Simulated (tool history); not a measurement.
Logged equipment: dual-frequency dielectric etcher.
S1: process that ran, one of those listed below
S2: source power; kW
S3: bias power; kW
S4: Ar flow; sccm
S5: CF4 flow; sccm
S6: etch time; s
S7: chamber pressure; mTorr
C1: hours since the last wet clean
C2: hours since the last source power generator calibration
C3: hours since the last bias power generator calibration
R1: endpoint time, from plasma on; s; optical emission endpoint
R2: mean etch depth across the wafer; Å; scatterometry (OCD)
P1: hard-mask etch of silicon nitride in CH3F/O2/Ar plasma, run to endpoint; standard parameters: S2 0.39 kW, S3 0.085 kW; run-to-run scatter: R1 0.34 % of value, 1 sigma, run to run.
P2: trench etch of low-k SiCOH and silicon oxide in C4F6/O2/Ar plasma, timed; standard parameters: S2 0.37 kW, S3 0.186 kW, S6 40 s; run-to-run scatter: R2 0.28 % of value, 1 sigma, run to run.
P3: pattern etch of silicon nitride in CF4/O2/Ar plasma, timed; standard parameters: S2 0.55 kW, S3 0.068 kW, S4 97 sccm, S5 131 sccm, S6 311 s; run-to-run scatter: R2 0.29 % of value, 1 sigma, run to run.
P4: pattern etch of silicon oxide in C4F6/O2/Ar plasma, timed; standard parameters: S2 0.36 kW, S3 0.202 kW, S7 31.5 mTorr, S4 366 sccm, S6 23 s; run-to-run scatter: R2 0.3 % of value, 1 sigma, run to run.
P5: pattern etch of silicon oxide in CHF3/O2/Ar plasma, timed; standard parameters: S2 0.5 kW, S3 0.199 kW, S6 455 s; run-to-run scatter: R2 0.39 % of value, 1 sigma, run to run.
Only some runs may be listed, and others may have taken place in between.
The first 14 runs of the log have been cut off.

| run | day | S1 | S2 | S3 | S4 | S5 | S6 | S7 | C1 | C2 | C3 | R1 | R2 |
|---|---|---|---|---|---|---|---|---|---|---|---|---|---|
| 15 | 2 | P1 | 0.39 | 0.085 |  |  |  |  | 454.2 | 1732.8 | 782.5 | 45.974 |  |
| 16 | 2.125 | P5 | 0.5 | 0.199 |  |  | 455 |  | 457.2 | 1735.8 | 785.5 |  | 8609.2 |
|  | 2.208 | wet clean of the chamber |
| 17 | 2.288 | P2 | 0.37 | 0.135 |  |  | 40 |  | 2 | 1739.7 | 789.4 |  | 1089.1 |
| 18 | 2.45 | P4 | 0.36 | 0.202 | 490 |  | 23 | 31.5 | 5.9 | 1743.6 | 793.3 |  | 675.44 |
| 19 | 2.538 | P2 | 0.37 | 0.186 |  |  | 40 |  | 8 | 1745.7 | 795.4 |  | 1201.9 |
| 20 | 2.658 | P5 | 0.5 | 0.199 |  |  | 344.5 |  | 10.9 | 1748.6 | 798.3 |  | 6550.9 |
| 21 | 2.8 | P5 | 0.5 | 0.199 |  |  | 455 |  | 14.3 | 1752 | 801.7 |  | 8634.9 |
| 22 | 2.925 | P3 | 0.55 | 0.068 | 69 | 131 | 311 |  | 17.3 | 1755 | 804.7 |  | 7778 |
| 23 | 3.038 | P3 | 0.55 | 0.041 | 97 | 131 | 311 |  | 20 | 1757.7 | 807.4 |  | 6242.3 |
| 24 | 3.208 | P5 | 0.5 | 0.235 |  |  | 455 |  | 24.1 | 1761.8 | 811.5 |  | 9172.4 |
| 25 | 3.379 | P4 | 0.36 | 0.149 | 366 |  | 23 | 31.5 | 28.2 | 1765.9 | 815.6 |  | 638.21 |
| 26 | 3.471 | P4 | 0.36 | 0.202 | 366 |  | 34 | 31.5 | 30.4 | 1768.1 | 817.8 |  | 1029.6 |
| 27 | 3.65 | P1 | 0.39 | 0.085 |  |  |  |  | 34.7 | 1772.4 | 822.1 | 45.903 |  |
|  | 3.779 | source power generator calibrated |
| 28 | 3.842 | P1 | 0.26 | 0.085 |  |  |  |  | 39.3 | 1.5 | 826.7 | 53.479 |  |
| 29 | 4.038 | P1 | 0.39 | 0.085 |  |  |  |  | 44 | 6.2 | 831.4 | 46.061 |  |
| 30 | 4.204 | P3 | 0.42 | 0.068 | 97 | 131 | 311 |  | 48 | 10.2 | 835.4 |  | 5920.6 |
| 31 | 4.371 | P4 | 0.36 | 0.202 | 366 |  | 23 | 31.5 | 52 | 14.2 | 839.4 |  | 700.76 |
| 32 | 4.488 | P4 | 0.36 | 0.202 | 366 |  | 23 | 40 | 54.8 | 17 | 842.2 |  | 679.59 |
| 33 | 4.617 | P1 | 0.39 | 0.085 |  |  |  |  | 57.9 | 20.1 | 845.3 | 46.278 |  |
| 34 | 4.75 | P1 | 0.39 | 0.085 |  |  |  |  | 61.1 | 23.3 | 848.5 | 46.08 |  |
| 35 | 4.921 | P1 | 0.39 | 0.085 |  |  |  |  | 65.2 | 27.4 | 852.6 | 45.704 |  |
| 36 | 5.071 | P1 | 0.39 | 0.085 |  |  |  |  | 68.8 | 31 | 856.2 | 45.468 |  |
| 37 | 5.229 | P1 | 0.39 | 0.085 |  |  |  |  | 72.6 | 34.8 | 860 | 45.56 |  |
| 38 | 5.379 | P1 | 0.39 | 0.085 |  |  |  |  | 76.2 | 38.4 | 863.6 | 45.522 |  |

Run 39 is up next; what results do you expect?
|  | 5.396 | wet clean of the chamber |
| 39 | 5.558 | P1 | 0.39 | 0.085 |  |  |  |  | 3.9 | 42.7 | 867.9 | ? |  |

R1: 45.417 s
